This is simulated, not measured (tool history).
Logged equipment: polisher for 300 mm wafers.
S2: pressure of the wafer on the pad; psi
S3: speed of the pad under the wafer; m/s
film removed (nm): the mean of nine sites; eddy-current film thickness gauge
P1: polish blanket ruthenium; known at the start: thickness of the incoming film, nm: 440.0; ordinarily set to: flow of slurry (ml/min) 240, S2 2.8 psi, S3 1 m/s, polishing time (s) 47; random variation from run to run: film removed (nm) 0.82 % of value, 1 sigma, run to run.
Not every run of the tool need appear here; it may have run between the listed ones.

run 1 day=0.267 | flow_of_slurry_(ml/min)=240 S2=2.8 S3=1 polishing_time_(s)=47 | film_removed_(nm)=85.13
run 2 day=0.408 | flow_of_slurry_(ml/min)=240 S2=2.8 S3=1 polishing_time_(s)=73 | film_removed_(nm)=133.13
run 3 day=0.667 | flow_of_slurry_(ml/min)=240 S2=2.8 S3=1.28 polishing_time_(s)=47 | film_removed_(nm)=111
run 4 day=0.812 | flow_of_slurry_(ml/min)=240 S2=3.5 S3=1.26 polishing_time_(s)=47 | film_removed_(nm)=135.65
run 5 day=0.996 | flow_of_slurry_(ml/min)=240 S2=3.6 S3=1 polishing_time_(s)=62 | film_removed_(nm)=144.1
run 6 day=1.142 | flow_of_slurry_(ml/min)=240 S2=2.8 S3=1 polishing_time_(s)=47 | film_removed_(nm)=84.01
run 7 day=1.338 | flow_of_slurry_(ml/min)=240 S2=2.8 S3=1 polishing_time_(s)=33 | film_removed_(nm)=60.095
-- day=1.475 slurry nozzle cleaned
run 8 day=1.492 | flow_of_slurry_(ml/min)=240 S2=2.8 S3=1 polishing_time_(s)=47 | film_removed_(nm)=84.498
run 9 day=1.65 | flow_of_slurry_(ml/min)=240 S2=1.4 S3=1 polishing_time_(s)=47 | film_removed_(nm)=43.013
run 10 day=1.925 | flow_of_slurry_(ml/min)=240 S2=2.8 S3=0.48 polishing_time_(s)=47 | film_removed_(nm)=41.316
run 11 day=2.108 | flow_of_slurry_(ml/min)=360 S2=2.8 S3=1 polishing_time_(s)=47 | film_removed_(nm)=88.293
run 12 day=2.275 | flow_of_slurry_(ml/min)=240 S2=1.3 S3=1 polishing_time_(s)=67 | film_removed_(nm)=56.462
run 13 day=2.462 | flow_of_slurry_(ml/min)=145 S2=2.8 S3=1 polishing_time_(s)=47 | film_removed_(nm)=80.759
run 14 day=2.742 | flow_of_slurry_(ml/min)=240 S2=2.8 S3=1 polishing_time_(s)=47 | film_removed_(nm)=86.382
run 15 day=3.008 | flow_of_slurry_(ml/min)=240 S2=4 S3=1 polishing_time_(s)=47 | film_removed_(nm)=124.07
run 16 day=3.133 | flow_of_slurry_(ml/min)=240 S2=2.8 S3=1 polishing_time_(s)=47 | film_removed_(nm)=85.28
run 17 day=3.338 | flow_of_slurry_(ml/min)=240 S2=2.8 S3=1 polishing_time_(s)=47 | film_removed_(nm)=85.629
run 18 day=3.488 | flow_of_slurry_(ml/min)=240 S2=2.8 S3=1 polishing_time_(s)=47 | film_removed_(nm)=86.277
run 19 day=3.662 | flow_of_slurry_(ml/min)=240 S2=2.8 S3=1 polishing_time_(s)=47 | film_removed_(nm)=83.983
run 20 day=3.858 | flow_of_slurry_(ml/min)=240 S2=2.8 S3=1 polishing_time_(s)=47 | film_removed_(nm)=81.961

Forecast run 21:
run 21 day=4.112 | flow_of_slurry_(ml/min)=240 S2=2.8 S3=1 polishing_time_(s)=47 | film_removed_(nm)=?

Run 21 came out at film removed (nm) 80.423.
